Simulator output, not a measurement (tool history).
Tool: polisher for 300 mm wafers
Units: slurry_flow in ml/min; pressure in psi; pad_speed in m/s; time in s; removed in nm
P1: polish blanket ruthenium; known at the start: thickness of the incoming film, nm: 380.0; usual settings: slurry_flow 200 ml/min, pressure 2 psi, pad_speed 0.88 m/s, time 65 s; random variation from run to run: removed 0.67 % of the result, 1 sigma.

run   hour  slurry_flow  pressure  pad_speed  time  removed
  1    8.7          200         2       0.88    65   60.202
  2   16.3          200         2       0.88    65    60.49
  3   27.3          200         2       0.88    65   60.879
  4   37.3          200       0.9       0.88    65    27.08
  5   47.2          200         2       0.88    65   60.499
  6   54.9          200         2       0.42    65   28.918
  7   67.5          120         2       0.88    65   54.554
  8   79.2          250         2       0.88    31   29.502
  9   91.9          305         2       0.88    65   62.734
 10    107          200       2.9       0.88    65   87.307
 11  120.9          200         2       0.88    65    60.46
 12  131.4          200         2       0.88    93   86.928
 13    139          200         2       1.36    65   93.596
 14  147.4          200         2       0.88    65   60.607
 15  159.4          200         2       0.88    36   33.524
 16  174.2          200         2       0.88    65   60.087
 17  188.6          200         2       0.88    65   59.309
 18  199.9          200         2       0.88    65   58.173
 19  212.7          200         2       0.88    65    57.28
     224.3  -- worn pad replaced by a new one
 20  227.2          200         2       0.88    65   56.743
 21  234.7          200         2       0.88    65   56.845
 22  241.8          200         2       0.88    65   57.109
 23  250.6          200         2       0.88    65   56.973
 24  258.6          200         2       0.88    65   56.121
 25  267.1          200         2       0.88    65    56.28
 26  280.8          200         2       0.88    65   55.988
 27  294.5          200         2       0.88    65   55.905

What P1 gives has crept away from where it was. These 2 causes fit the log equally well, each at the size given:
A: head's pressure below its setpoint, % = 6.78
B: slurry flow missing at the pad, % = 35
The creep began at about hour 174.2.
Why every other cause is out:
removal rate lost through wear of the pad, %: serviced at hour 224.3, which brought nothing back

4 check runs are offered, each on 2 wafers whose results are averaged, their results left as question marks. Which one tells the causes apart?
check 1  308.2          200       1.2       1.36    65        ?
check 2  308.2          200       2.9       0.88    65        ?
check 3  308.2          130         2       0.88    83        ?
check 4  308.2          200       2.7        0.6    65        ?

What each check would give under each cause:
  check   result    if A    if B
check 1  removed  52.108  52.111
check 2  removed  81.483  81.487
check 3  removed  66.895  64.692
check 4  removed  51.725  51.728
How far apart the two closest causes lie, in the result that separates them most: check 1 0.01 %; check 2 0.01 %; check 3 3.35 %; check 4 0.01 %
Only check 3 tells the causes apart: in the others they would give nearly the same result.

Then check 3 was run and gave: removed 64.79 nm. Which cause is it?

It is B: slurry flow missing at the pad, %.
